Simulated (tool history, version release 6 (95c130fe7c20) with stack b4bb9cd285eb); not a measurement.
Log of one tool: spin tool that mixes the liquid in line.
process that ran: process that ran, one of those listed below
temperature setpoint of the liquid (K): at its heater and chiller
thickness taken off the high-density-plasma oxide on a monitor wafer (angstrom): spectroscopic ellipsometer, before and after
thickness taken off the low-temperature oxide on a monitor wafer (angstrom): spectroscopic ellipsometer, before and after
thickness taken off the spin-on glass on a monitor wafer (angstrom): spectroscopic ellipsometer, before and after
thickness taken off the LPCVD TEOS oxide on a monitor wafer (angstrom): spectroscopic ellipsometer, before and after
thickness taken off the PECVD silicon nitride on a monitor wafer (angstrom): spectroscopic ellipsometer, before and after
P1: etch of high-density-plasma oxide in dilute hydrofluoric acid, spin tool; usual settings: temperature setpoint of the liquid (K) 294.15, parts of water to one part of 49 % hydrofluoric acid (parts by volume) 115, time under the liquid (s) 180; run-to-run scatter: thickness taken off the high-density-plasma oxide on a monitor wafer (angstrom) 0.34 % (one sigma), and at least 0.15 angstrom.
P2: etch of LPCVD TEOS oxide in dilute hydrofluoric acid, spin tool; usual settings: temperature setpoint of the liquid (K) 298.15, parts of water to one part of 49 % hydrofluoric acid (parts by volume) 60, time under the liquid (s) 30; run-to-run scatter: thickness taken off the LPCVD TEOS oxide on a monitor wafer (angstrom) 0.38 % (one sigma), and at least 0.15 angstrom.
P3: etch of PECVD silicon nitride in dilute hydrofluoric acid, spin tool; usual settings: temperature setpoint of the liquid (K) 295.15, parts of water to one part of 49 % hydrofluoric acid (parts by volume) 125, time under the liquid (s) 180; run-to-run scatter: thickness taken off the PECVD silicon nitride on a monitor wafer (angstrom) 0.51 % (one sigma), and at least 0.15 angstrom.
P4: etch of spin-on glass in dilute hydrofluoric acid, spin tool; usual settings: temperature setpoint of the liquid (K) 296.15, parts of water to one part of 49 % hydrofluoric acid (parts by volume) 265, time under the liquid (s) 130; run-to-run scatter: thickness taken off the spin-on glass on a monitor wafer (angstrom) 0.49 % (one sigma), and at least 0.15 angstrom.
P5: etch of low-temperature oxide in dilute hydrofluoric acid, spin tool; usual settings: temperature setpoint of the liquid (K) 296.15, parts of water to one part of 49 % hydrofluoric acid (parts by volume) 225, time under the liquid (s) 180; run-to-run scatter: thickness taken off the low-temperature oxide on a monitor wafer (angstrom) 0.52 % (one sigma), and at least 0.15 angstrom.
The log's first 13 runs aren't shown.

run	hour	process that ran	temperature setpoint of the liquid (K)	parts of water to one part of 49 % hydrofluoric acid (parts by volume)	time under the liquid (s)	thickness taken off the high-density-plasma oxide on a monitor wafer (angstrom)	thickness taken off the low-temperature oxide on a monitor wafer (angstrom)	thickness taken off the spin-on glass on a monitor wafer (angstrom)	thickness taken off the LPCVD TEOS oxide on a monitor wafer (angstrom)	thickness taken off the PECVD silicon nitride on a monitor wafer (angstrom)
14	74.9	P3	295.15	50	180					175.710
15	78.8	P3	295.15	125	180					70.996
16	82.5	P5	296.15	225	180		71.898			
17	87.8	P4	291.65	265	130			109.28		
18	94.5	P3	295.15	125	290					113.540
19	100.3	P5	296.15	45	180		437.800			
20	105.5	P1	294.15	210	180	57.0260				
21	112.1	P4	296.15	265	130			128.47		
22	119.5	P1	290.15	115	85	46.0640				
23	125.6	P3	299.65	125	180					95.089
24	129.0	P1	294.15	115	15	9.4581				
25	134.8	P1	302.15	115	180	157.4000				
26	138.4	P2	298.15	60	30				94.625	
27	142.3	P1	294.15	115	290	186.4100				
28	148.2	P4	296.15	265	215			212.04		
29	155.1	P2	290.15	60	30				68.127	
30	159.2	P2	298.15	60	30				95.265	
31	163.6	P2	298.15	90	30				60.904	
32	169.5	P1	294.15	205	305	99.6830				
33	174.0	P1	294.15	115	180	115.4200				
34	180.3	P1	294.15	115	180	120.6000				

The next listed run, before its measurement:
35	185.6	P1	294.15	115	180	?				

Run 35 gave thickness taken off the high-density-plasma oxide on a monitor wafer (angstrom) 121.9800.

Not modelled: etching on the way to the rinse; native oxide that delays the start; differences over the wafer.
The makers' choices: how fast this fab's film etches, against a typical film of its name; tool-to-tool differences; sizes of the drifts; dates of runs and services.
